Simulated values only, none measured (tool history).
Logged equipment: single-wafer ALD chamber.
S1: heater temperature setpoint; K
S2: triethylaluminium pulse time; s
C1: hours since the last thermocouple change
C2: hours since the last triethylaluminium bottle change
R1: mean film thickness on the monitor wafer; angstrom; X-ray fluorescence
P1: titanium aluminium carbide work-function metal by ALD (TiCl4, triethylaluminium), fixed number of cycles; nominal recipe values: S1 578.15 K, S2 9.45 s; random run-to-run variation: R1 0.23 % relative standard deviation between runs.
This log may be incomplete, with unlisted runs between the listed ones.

run 1 hour=7.3 | S1=578.15 S2=9.45 | C1=1652.9 C2=96.2 | R1=20.757
run 2 hour=13.1 | S1=578.15 S2=15.09 | C1=1658.7 C2=102.0 | R1=21.365
run 3 hour=20.1 | S1=578.15 S2=9.45 | C1=1665.7 C2=109.0 | R1=20.712
run 4 hour=27.8 | S1=597.15 S2=9.45 | C1=1673.4 C2=116.7 | R1=22.384
run 5 hour=35.5 | S1=578.15 S2=9.45 | C1=1681.1 C2=124.4 | R1=20.764
run 6 hour=40.1 | S1=568.15 S2=4.12 | C1=1685.7 C2=129.0 | R1=15.613
run 7 hour=48.3 | S1=578.15 S2=5.94 | C1=1693.9 C2=137.2 | R1=18.750
run 8 hour=56.7 | S1=553.15 S2=9.45 | C1=1702.3 C2=145.6 | R1=18.494
run 9 hour=62.6 | S1=578.15 S2=9.45 | C1=1708.2 C2=151.5 | R1=20.770
run 10 hour=70.0 | S1=578.15 S2=9.45 | C1=1715.6 C2=158.9 | R1=20.745
run 11 hour=80.5 | S1=578.15 S2=9.45 | C1=1726.1 C2=169.4 | R1=20.794
run 12 hour=88.5 | S1=578.15 S2=9.45 | C1=1734.1 C2=177.4 | R1=20.627
run 13 hour=98.2 | S1=578.15 S2=9.45 | C1=1743.8 C2=187.1 | R1=20.542
run 14 hour=104.8 | S1=578.15 S2=9.45 | C1=1750.4 C2=193.7 | R1=20.389
run 15 hour=115.5 | S1=578.15 S2=9.45 | C1=1761.1 C2=204.4 | R1=20.395
run 16 hour=126.1 | S1=578.15 S2=9.45 | C1=1771.7 C2=215.0 | R1=20.380
run 17 hour=135.3 | S1=578.15 S2=9.45 | C1=1780.9 C2=224.2 | R1=20.257
run 18 hour=143.6 | S1=578.15 S2=9.45 | C1=1789.2 C2=232.5 | R1=20.225

What P1 gives has crept off from where it sat before. The 2 causes that follow fit the log equally well, each at the size noted:
A: triethylaluminium dose below that of a fresh bottle (%) = 13
B: wafer temperature below the value expected at the setpoint (K) = 4.94
Creep in the process output first set in at about hour 80.5.

Listed below are the offered check runs, one wafer per run, with question marks in place of results. For which of them would the causes give clearly different outcomes?
run check 1 hour=151.9 | S1=592.15 S2=9.45 | R1=?
run check 2 hour=151.9 | S1=560.15 S2=9.45 | R1=?
run check 3 hour=151.9 | S1=578.15 S2=5.98 | R1=?
run check 4 hour=151.9 | S1=593.15 S2=9.45 | R1=?

Predicted outcomes, by check and by cause:
check=check_1 result=R1 if_A=21.509 if_B=21.532
check=check_2 result=R1 if_A=18.743 if_B=18.717
check=check_3 result=R1 if_A=17.971 if_B=18.418
check=check_4 result=R1 if_A=21.597 if_B=21.621
Minimum pairwise separation of causes per check, each pair taken at its best-separating result: check 1 0.1 %; check 2 0.14 %; check 3 2.46 %; check 4 0.11 %
Only in check 3 would the causes give clearly different results; in the remaining checks their results would be nearly the same.

Running check 3 produced the following: R1 17.949 angstrom. Which one of the listed causes fits?

The correct cause is A, namely: triethylaluminium dose below that of a fresh bottle (%).
